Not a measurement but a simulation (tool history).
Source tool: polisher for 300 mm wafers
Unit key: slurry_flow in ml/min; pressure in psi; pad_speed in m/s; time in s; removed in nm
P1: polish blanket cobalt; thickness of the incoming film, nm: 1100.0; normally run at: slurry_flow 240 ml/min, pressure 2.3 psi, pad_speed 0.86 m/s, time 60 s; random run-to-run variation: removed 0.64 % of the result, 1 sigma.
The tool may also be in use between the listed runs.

run,day,slurry_flow,pressure,pad_speed,time,removed
1,0.225,240,2.3,0.86,60,322.49
2,0.404,240,3.4,0.86,40,313.84
3,0.517,240,2.3,0.86,60,321.97
4,0.712,240,3.4,0.86,60,472.55
5,0.946,240,2.3,1.32,60,490.88
# day 1.029: worn pad replaced by a new one
6,1.133,150,2.3,0.58,60,200.83
7,1.321,240,2.3,0.86,42,223.00
8,1.538,240,2.3,0.86,60,321.41
9,1.646,240,2.3,0.86,60,316.42
10,1.862,240,2.3,0.86,60,321.78
11,2.108,315,2.3,0.86,60,326.29
12,2.254,240,1.5,0.86,60,205.14
13,2.404,145,2.3,0.86,60,297.93
14,2.538,240,2.3,0.46,60,169.20
15,2.696,240,2.3,0.86,60,318.73
16,2.929,240,2.3,0.86,60,314.59
17,3.104,300,2.3,1.22,60,465.06
18,3.233,240,2.3,0.86,79,424.74
19,3.454,240,2.3,0.86,60,322.32
20,3.617,240,2.3,0.86,60,313.87
21,3.754,240,2.3,0.86,60,311.67
22,3.867,240,2.3,0.86,60,308.52

Estimate the outcome of run 23 from the log above:
23,3.979,240,2.3,0.86,60,?

removed: 308.97 nm

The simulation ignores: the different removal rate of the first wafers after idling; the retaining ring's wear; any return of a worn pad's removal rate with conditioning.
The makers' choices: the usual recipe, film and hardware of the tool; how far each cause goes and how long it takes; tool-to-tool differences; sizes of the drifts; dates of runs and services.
